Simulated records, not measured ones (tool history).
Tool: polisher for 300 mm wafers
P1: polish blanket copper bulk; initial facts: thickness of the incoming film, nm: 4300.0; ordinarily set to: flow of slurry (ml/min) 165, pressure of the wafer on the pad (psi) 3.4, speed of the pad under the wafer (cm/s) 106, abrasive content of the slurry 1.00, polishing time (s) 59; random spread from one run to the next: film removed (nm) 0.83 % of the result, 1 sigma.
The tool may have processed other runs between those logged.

run   hour  flow of slurry (ml/min)  pressure of the wafer on the pad (psi)  speed of the pad under the wafer (cm/s)  abrasive content of the slurry  polishing time (s)  wafers polished on this pad  hours since the slurry nozzle was cleaned  hours since the head pressure was calibrated  hours since the slurry blender was calibrated  film removed (nm)
  1   13.8                      165                                     3.4                                      106                            1.00                  59                          611                                      226.8                                        1016.5                                          275.0             742.45
  2   30.0                      165                                     3.4                                       62                            1.00                  59                          759                                      243.0                                        1032.7                                          291.2             429.53
  3   40.5                      165                                     3.4                                      106                            1.00                  59                          855                                      253.5                                        1043.2                                          301.7             726.25
  4   52.6                      165                                     3.4                                      106                            1.00                  59                          966                                      265.6                                        1055.3                                          313.8             729.86
  5   62.2                      100                                     3.4                                      106                            1.00                  59                         1054                                      275.2                                        1064.9                                          323.4             664.96
  6   72.8                      165                                     3.4                                      106                            1.00                  85                         1151                                      285.8                                        1075.5                                          334.0            1061.40
  7   87.3                      165                                     3.4                                      158                            1.45                  59                         1284                                      300.3                                        1090.0                                          348.5            1169.40
  8   98.6                      165                                     3.4                                      106                            1.00                  59                         1387                                      311.6                                        1101.3                                          359.8             729.58
  9  109.8                      165                                     5.4                                      106                            1.00                  59                         1490                                      322.8                                        1112.5                                          371.0            1148.10
 10  121.9                      165                                     3.4                                      106                            1.30                  59                         1600                                      334.9                                        1124.6                                          383.1             782.34
 11  135.6                      165                                     3.4                                      106                            1.00                  59                         1726                                      348.6                                        1138.3                                          396.8             731.71
 12  144.6                      165                                     2.3                                      106                            1.00                  59                         1808                                      357.6                                        1147.3                                          405.8             493.39
     151.8  -- slurry blender recalibrated
 13  157.7                      165                                     3.4                                      106                            1.00                  59                         1928                                      370.7                                        1160.4                                            5.9             730.30
 14  168.9                      165                                     3.4                                      106                            1.00                  36                         2031                                      381.9                                        1171.6                                           17.1             454.53
 15  184.0                      165                                     3.4                                      106                            0.65                  59                         2169                                      397.0                                        1186.7                                           32.2             668.54
 16  191.7                      250                                     3.4                                      106                            1.00                  59                         2240                                      404.7                                        1194.4                                           39.9             784.76
 17  207.4                      165                                     3.4                                      140                            1.00                  59                         2383                                      420.4                                        1210.1                                           55.6             960.74
 18  219.3                      165                                     3.4                                      106                            1.00                  59                         2492                                      432.3                                        1222.0                                           67.5             730.63
 19  227.5                      165                                     3.4                                      106                            1.00                  59                         2567                                      440.5                                        1230.2                                           75.7             712.82
 20  235.9                      165                                     3.4                                      106                            1.00                  59                         2644                                      448.9                                        1238.6                                           84.1             702.65
 21  249.5                      165                                     3.4                                      106                            1.00                  59                         2769                                      462.5                                        1252.2                                           97.7             678.90
     261.2  -- slurry blender recalibrated
 22  261.5                      165                                     3.4                                      106                            1.00                  59                         2879                                      474.5                                        1264.2                                            0.3             671.03
 23  274.5                      165                                     3.4                                      106                            1.00                  59                         2998                                      487.5                                        1277.2                                           13.3             674.37
 24  282.6                      165                                     3.4                                      106                            1.00                  59                         3072                                      495.6                                        1285.3                                           21.4             660.11
     290.6  -- head pressure recalibrated
 25  298.4                      165                                     3.4                                      106                            1.00                  59                         3217                                      511.4                                           7.9                                           37.2             658.15
 26  307.1                      165                                     3.4                                      106                            1.00                  59                         3296                                      520.1                                          16.6                                           45.9             665.32
 27  314.8                      165                                     3.4                                      106                            1.00                  59                         3367                                      527.8                                          24.3                                           53.6             664.68
 28  331.2                      165                                     3.4                                      106                            1.00                  59                         3517                                      544.2                                          40.7                                           70.0             661.98

P1 has crept away from where it was. The log is fitted equally well by each of these 2 causes, at the sizes shown:
A: slurry flow missing at the pad, % = 39.4
B: removal rate lost through wear of the pad, % = 9.6
The gradual shift began around hour 219.3.
Other possible causes, and why each is ruled out:
head's pressure below its setpoint, %: serviced after onset, at hour 290.6, with no recovery of the prior output
abrasive missing from the slurry, %: serviced after onset, at hour 261.2, with no recovery of the prior output

The list below offers 4 check runs, each averaging the results of 5 wafers, and shows each result as a question mark. For which of them would the listed causes give clearly different results?
check 1  347.6                      165                                     3.4                                      106                            1.20                  59                                                                                                                                                                                       ?
check 2  347.6                      245                                     3.4                                      106                            0.75                  59                                                                                                                                                                                       ?
check 3  347.6                      165                                     3.4                                      136                            1.00                  59                                                                                                                                                                                       ?
check 4  347.6                      165                                     3.4                                       70                            1.00                  59                                                                                                                                                                                       ?

Outcome of each check run for each possible cause:
  check             result    if A    if B
check 1  film removed (nm)  689.41  689.39
check 2  film removed (nm)  677.94  657.33
check 3  film removed (nm)  850.28  850.26
check 4  film removed (nm)  437.64  437.63
Gap, in per cent, between the two causes that each check separates least, read from the result that separates them most: check 1 0 %; check 2 3.09 %; check 3 0 %; check 4 0 %
The other checks would show nearly matching results whichever cause is true, so check 2 is the only one that separates the causes.

The results of check 2 are: film removed (nm) 658.52. Based on these, which of the listed causes is it?

B is the cause: removal rate lost through wear of the pad, %.

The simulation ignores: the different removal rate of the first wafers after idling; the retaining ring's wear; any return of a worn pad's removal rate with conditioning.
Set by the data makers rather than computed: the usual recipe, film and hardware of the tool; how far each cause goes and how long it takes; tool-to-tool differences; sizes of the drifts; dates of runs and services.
